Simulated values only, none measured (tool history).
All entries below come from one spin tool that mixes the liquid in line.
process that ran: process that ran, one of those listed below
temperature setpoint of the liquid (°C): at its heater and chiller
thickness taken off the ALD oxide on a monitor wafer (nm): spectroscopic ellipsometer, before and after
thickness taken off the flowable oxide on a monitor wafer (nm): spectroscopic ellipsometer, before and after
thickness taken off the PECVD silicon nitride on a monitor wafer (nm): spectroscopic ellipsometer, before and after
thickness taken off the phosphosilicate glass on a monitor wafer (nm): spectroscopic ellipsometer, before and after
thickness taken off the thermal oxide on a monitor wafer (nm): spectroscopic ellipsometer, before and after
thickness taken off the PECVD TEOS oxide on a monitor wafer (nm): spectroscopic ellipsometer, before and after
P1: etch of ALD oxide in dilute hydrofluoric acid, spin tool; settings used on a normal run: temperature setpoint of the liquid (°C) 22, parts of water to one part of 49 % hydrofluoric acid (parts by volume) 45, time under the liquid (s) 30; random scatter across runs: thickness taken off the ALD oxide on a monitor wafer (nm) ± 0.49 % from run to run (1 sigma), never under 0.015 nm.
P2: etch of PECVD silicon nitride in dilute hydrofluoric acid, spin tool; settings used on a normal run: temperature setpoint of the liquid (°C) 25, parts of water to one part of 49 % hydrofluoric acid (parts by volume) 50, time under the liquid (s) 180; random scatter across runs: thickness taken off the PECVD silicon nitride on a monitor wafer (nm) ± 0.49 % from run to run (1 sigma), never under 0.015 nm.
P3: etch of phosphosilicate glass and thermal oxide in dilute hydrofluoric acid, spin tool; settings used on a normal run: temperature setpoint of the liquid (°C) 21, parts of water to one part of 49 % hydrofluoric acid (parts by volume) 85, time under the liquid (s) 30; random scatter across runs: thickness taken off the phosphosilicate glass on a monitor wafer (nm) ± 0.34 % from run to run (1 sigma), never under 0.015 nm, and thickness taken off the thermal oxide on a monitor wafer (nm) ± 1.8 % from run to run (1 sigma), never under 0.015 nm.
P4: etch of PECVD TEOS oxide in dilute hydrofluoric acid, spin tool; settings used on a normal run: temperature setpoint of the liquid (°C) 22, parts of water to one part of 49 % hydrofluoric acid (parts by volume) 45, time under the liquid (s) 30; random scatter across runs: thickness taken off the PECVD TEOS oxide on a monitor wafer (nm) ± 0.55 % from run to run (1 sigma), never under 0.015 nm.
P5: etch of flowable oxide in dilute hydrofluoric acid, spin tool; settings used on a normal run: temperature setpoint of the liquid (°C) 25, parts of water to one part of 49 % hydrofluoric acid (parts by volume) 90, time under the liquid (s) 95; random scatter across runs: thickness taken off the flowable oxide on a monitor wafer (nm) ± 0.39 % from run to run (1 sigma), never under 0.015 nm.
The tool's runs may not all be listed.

run	hour	process that ran	temperature setpoint of the liquid (°C)	parts of water to one part of 49 % hydrofluoric acid (parts by volume)	time under the liquid (s)	thickness taken off the ALD oxide on a monitor wafer (nm)	thickness taken off the flowable oxide on a monitor wafer (nm)	thickness taken off the PECVD silicon nitride on a monitor wafer (nm)	thickness taken off the phosphosilicate glass on a monitor wafer (nm)	thickness taken off the thermal oxide on a monitor wafer (nm)	thickness taken off the PECVD TEOS oxide on a monitor wafer (nm)
1	11.2	P1	22	45	30	13.812					
2	23.1	P1	22	45	30	13.981					
3	36.5	P5	25	90	95		34.537				
4	49.7	P2	29.5	50	180			9.0042			
5	59.9	P2	25	50	180			6.6674			
6	67.6	P3	21	120	30				27.152	1.0271	
7	77.2	P1	22	45	30	13.934					
8	89.7	P3	21	85	30				39.904	1.4778	
9	100.9	P3	21	85	15				19.933	0.75331	
10	109.1	P1	27	45	30	17.053					
11	118	P3	25	85	30				46.76	1.7309	
12	126.2	P2	25	25	180			13.154			
13	134.8	P4	17.5	45	30						14.843
14	148.3	P5	25	90	160		58.36				
15	159	P5	25	90	95		34.776				
16	167.4	P1	17	45	30	11.201					
17	175.5	P1	22	20	30	32.666					
18	181.7	P4	22	45	15						8.9782
19	194.6	P1	22	45	30	13.902					
20	200.8	P3	21	85	30				40.013	1.523	
21	211.8	P1	22	45	15	6.9366					
22	221.5	P1	22	65	30	9.4741					
23	229	P1	22	45	60	27.986					
24	241.1	P1	22	45	30	13.896					
25	249.9	P1	22	45	30	13.894					
26	260.8	P5	25	50	95		65.292				
27	273.4	P4	22	70	30						11.216
28	281.2	P4	22	45	30						18.078
29	292.8	P1	22	75	15	3.9955					
30	301.4	P5	18	90	95		25.999				
31	309.5	P2	25	50	70			2.5943			
32	316.2	P1	22	45	30	13.959					
33	326.4	P1	22	45	30	14.277					
34	340.4	P1	22	45	30	14.64					

Run 35, settings as shown, results not yet in. Your forecast:
35	348.4	P1	22	45	30	?					

thickness taken off the ALD oxide on a monitor wafer (nm): 14.625
